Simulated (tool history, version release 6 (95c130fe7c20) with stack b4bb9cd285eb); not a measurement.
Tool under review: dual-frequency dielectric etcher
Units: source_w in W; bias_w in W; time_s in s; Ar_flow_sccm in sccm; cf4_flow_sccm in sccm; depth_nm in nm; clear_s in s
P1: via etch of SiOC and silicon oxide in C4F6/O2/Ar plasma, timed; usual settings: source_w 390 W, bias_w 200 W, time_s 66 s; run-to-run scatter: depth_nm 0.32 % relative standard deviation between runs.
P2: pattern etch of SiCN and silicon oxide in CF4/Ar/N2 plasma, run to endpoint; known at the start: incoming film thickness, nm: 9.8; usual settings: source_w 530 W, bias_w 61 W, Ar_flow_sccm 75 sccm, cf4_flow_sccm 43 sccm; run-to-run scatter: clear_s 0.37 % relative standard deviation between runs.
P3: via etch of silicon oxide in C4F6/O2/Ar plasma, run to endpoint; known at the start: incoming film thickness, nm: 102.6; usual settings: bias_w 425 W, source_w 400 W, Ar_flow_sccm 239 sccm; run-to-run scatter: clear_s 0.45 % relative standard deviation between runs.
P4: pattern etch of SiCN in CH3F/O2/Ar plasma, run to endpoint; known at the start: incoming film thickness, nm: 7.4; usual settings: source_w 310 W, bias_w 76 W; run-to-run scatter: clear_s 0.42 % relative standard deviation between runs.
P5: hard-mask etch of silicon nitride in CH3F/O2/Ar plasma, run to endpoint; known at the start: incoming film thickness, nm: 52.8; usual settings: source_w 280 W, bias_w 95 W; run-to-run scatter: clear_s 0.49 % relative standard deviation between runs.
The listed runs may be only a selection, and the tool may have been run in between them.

run    day  process  source_w  bias_w  time_s  Ar_flow_sccm  cf4_flow_sccm  hours since the last wet clean  hours since the last source power generator calibration  hours since the last bias power generator calibration  depth_nm  clear_s
  1  0.196       P1       390     200      66                                                        115.8                                                    930.5                                                 1123.7    76.048
  2  0.408       P2       530      61                    75             43                           120.9                                                    935.6                                                 1128.8             10.517
  3  0.588       P1       390     200      66                                                        125.2                                                    939.9                                                 1133.1    76.256
     0.867  -- bias power generator calibrated
  4  0.871       P2       530      61                    75             60                             132                                                    946.7                                                    0.1             9.9665
     1.054  -- source power generator calibrated
  5  1.062       P1       390     155      66                                                        136.6                                                      0.3                                                    4.7    70.757
  6  1.367       P1       470     200      66                                                        143.9                                                      7.6                                                     12    81.987
  7  1.596       P1       270     134      66                                                        149.4                                                     13.1                                                   17.5    57.898
  8  1.883       P3       400     425                   239                                          156.3                                                       20                                                   24.4             23.588
  9  2.046       P5       280      95                                                                160.2                                                     23.9                                                   28.3              77.79
 10  2.208       P1       390     200    91.5                                                        164.1                                                     27.8                                                   32.2    105.96
 11  2.521       P1       390     200    43.5                                                        171.6                                                     35.3                                                   39.7    50.337
 12  2.808       P1       390     200      66                                                        178.5                                                     42.2                                                   46.6    76.657
 13  3.025       P2       730      61                    75             43                           183.7                                                     47.4                                                   51.8             7.9061
 14  3.321       P5       380      95                                                                190.8                                                     54.5                                                   58.9             68.454
 15  3.558       P4       310      44                                                                196.5                                                     60.2                                                   64.6              26.11
 16  3.862       P2       530      80                    75             43                           203.8                                                     67.5                                                   71.9             9.5835
 17  4.154       P3       400     425                   284                                          210.8                                                     74.5                                                   78.9             24.239
 18  4.346       P2       530      61                    75             43                           215.4                                                     79.1                                                   83.5             10.456
     4.567  -- wet clean of the chamber
 19    4.6       P1       390     279      66                                                          0.9                                                     85.2                                                   89.6    85.536
 20  4.758       P5       280     132                                                                  4.7                                                       89                                                   93.4             68.376
 21  5.071       P4       310      76                                                                 12.2                                                     96.5                                                  100.9             21.685
 22  5.383       P4       310      76                                                                 19.7                                                      104                                                  108.4             21.697
 23  5.571       P1       390     200      66                                                         24.2                                                    108.5                                                  112.9    76.428
 24   5.85       P1       390     200      66                                                         30.9                                                    115.2                                                  119.6    76.581
 25  6.158       P3       400     265                   239                                           38.3                                                    122.6                                                    127             28.284
 26  6.325       P1       270     200    39.5                                                         42.3                                                    126.6                                                    131    39.727
 27  6.667       P4       440      76                                                                 50.5                                                    134.8                                                  139.2             18.992
 28      7       P5       280      95                                                                 58.5                                                    142.8                                                  147.2             77.711
 29  7.229       P2       530      61                    93             43                              64                                                    148.3                                                  152.7             10.917
 30  7.575       P1       300     200      66                                                         72.3                                                    156.6                                                    161    69.123
 31  7.912       P3       310     425                   239                                           80.4                                                    164.7                                                  169.1             26.179
 32  8.242       P1       390     200      66                                                         88.3                                                    172.6                                                    177    76.628
 33  8.517       P1       390     200      66                                                         94.9                                                    179.2                                                  183.6    75.693
 34  8.821       P1       390     200      66                                                        102.2                                                    186.5                                                  190.9    75.414
 35  9.079       P1       390     200      66                                                        108.4                                                    192.7                                                  197.1    75.342
     9.146  -- wet clean of the chamber
 36  9.267       P1       390     200      66                                                          2.9                                                    197.2                                                  201.6    75.051
 37  9.625       P1       390     200      66                                                         11.5                                                    205.8                                                  210.2    75.195
 38  9.958       P1       390     200      66                                                         19.5                                                    213.8                                                  218.2    75.188

P1 no longer gives what it gave before; its output has crept away from where it was. The following 2 causes, each at its listed size, fit the log equally well:
A: bias power that arrives under what is set, % = 4.72
B: source power that arrives under what is set, % = 4.04
The drift started at roughly day 8.242.
Each remaining cause and why it is not a fit:
chamber walls in a state that lowers the etch rate, %: maintenance at day 9.146, after the shift began, did not return the process to its former output

Below are 4 check runs, each averaged over 2 wafers, with their results shown as question marks. Which of them would give clearly different results depending on which cause is behind the drift?
check 1  10.292       P4       430      57                                                                                                                                                                                                       ?
check 2  10.292       P5       280     124                                                                                                                                                                                                       ?
check 3  10.292       P3       310     334                   239                                                                                                                                                                                 ?
check 4  10.292       P2       530      61                    75             59                                                                                                                                                                  ?

What each check would give under each cause:
  check   result    if A    if B
check 1  clear_s  21.528  21.524
check 2  clear_s  71.232  70.973
check 3  clear_s  29.066  29.015
check 4  clear_s  10.147  10.368
How far apart the two closest causes lie, in the result that separates them most: check 1 0.02 %; check 2 0.36 %; check 3 0.17 %; check 4 2.16 %
Check 4 tells the causes apart: in the others they would give nearly the same result.

The results of check 4 are: clear_s 10.129 s. Based on these, which of the listed causes is it?

A is the cause: bias power that arrives under what is set, %.
